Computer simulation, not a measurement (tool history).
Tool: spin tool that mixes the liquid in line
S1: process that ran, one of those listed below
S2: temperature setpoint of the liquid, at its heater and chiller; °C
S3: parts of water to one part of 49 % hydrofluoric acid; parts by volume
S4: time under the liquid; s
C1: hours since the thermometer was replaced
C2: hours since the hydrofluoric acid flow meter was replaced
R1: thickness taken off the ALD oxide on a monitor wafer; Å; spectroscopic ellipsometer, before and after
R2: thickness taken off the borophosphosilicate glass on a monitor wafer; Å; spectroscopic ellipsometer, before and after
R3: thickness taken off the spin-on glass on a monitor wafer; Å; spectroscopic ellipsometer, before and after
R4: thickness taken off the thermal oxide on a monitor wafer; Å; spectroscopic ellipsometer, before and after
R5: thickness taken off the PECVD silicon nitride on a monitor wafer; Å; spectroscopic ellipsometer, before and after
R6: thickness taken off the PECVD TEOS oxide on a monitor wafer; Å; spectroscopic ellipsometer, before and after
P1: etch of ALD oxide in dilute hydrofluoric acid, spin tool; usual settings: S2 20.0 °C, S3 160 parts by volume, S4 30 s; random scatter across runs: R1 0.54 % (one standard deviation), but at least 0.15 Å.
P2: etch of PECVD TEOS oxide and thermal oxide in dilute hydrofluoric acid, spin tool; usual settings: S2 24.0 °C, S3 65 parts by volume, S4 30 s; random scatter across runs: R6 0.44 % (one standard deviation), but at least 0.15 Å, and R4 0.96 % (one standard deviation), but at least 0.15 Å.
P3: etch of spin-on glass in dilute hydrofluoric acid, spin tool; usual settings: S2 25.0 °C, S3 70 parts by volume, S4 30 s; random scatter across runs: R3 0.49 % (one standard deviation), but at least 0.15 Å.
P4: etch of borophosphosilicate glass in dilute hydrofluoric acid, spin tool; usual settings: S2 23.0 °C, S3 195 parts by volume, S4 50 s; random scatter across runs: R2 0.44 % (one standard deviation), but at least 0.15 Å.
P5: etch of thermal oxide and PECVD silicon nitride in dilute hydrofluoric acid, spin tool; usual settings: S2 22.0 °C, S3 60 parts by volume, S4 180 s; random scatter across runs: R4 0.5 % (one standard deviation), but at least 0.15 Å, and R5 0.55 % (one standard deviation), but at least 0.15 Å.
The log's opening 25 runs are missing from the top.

{"run": 26, "day": 4.742, "S1": "P4", "S2": 23.0, "S3": 195, "S4": 50, "C1": 1546.5, "C2": 445.9, "R2": 112.79}
{"run": 27, "day": 4.9, "S1": "P1", "S2": 24.5, "S3": 160, "S4": 45, "C1": 1550.3, "C2": 449.7, "R1": 87.076}
{"run": 28, "day": 5.088, "S1": "P2", "S2": 24.0, "S3": 110, "S4": 30, "C1": 1554.8, "C2": 454.2, "R4": 13.142, "R6": 42.119}
{"run": 29, "day": 5.229, "S1": "P1", "S2": 25.0, "S3": 160, "S4": 30, "C1": 1558.2, "C2": 457.6, "R1": 59.119}
{"run": 30, "day": 5.383, "S1": "P1", "S2": 20.0, "S3": 60, "S4": 30, "C1": 1561.9, "C2": 461.3, "R1": 144.7}
{"run": 31, "day": 5.504, "S1": "P1", "S2": 20.0, "S3": 160, "S4": 15, "C1": 1564.8, "C2": 464.2, "R1": 24.468}
{"run": 32, "day": 5.721, "S1": "P2", "S2": 24.0, "S3": 65, "S4": 30, "C1": 1570.0, "C2": 469.4, "R4": 22.841, "R6": 74.696}
{"run": 33, "day": 5.842, "S1": "P1", "S2": 20.0, "S3": 160, "S4": 30, "C1": 1572.9, "C2": 472.3, "R1": 49.339}
{"run": 34, "day": 6.075, "S1": "P1", "S2": 20.0, "S3": 160, "S4": 30, "C1": 1578.5, "C2": 477.9, "R1": 48.832}
{"run": 35, "day": 6.321, "S1": "P1", "S2": 20.0, "S3": 160, "S4": 30, "C1": 1584.4, "C2": 483.8, "R1": 49.36}
{"run": 36, "day": 6.508, "S1": "P1", "S2": 20.0, "S3": 160, "S4": 30, "C1": 1588.9, "C2": 488.3, "R1": 50.108}
{"run": 37, "day": 6.708, "S1": "P1", "S2": 20.0, "S3": 160, "S4": 30, "C1": 1593.7, "C2": 493.1, "R1": 51.04}
{"run": 38, "day": 6.958, "S1": "P1", "S2": 20.0, "S3": 160, "S4": 30, "C1": 1599.7, "C2": 499.1, "R1": 51.043}
{"run": 39, "day": 7.171, "S1": "P1", "S2": 20.0, "S3": 160, "S4": 30, "C1": 1604.8, "C2": 504.2, "R1": 51.164}
{"run": 40, "day": 7.404, "S1": "P1", "S2": 20.0, "S3": 160, "S4": 30, "C1": 1610.4, "C2": 509.8, "R1": 51.876}
{"run": 41, "day": 7.571, "S1": "P1", "S2": 20.0, "S3": 160, "S4": 30, "C1": 1614.4, "C2": 513.8, "R1": 51.315}
{"run": 42, "day": 7.754, "S1": "P1", "S2": 20.0, "S3": 160, "S4": 30, "C1": 1618.8, "C2": 518.2, "R1": 51.414}

For run 43, what comes out?
{"run": 43, "day": 8.0, "S1": "P1", "S2": 20.0, "S3": 160, "S4": 30, "C1": 1624.7, "C2": 524.1, "R1": "?"}

Run 43 yielded R1 51.758 Å.
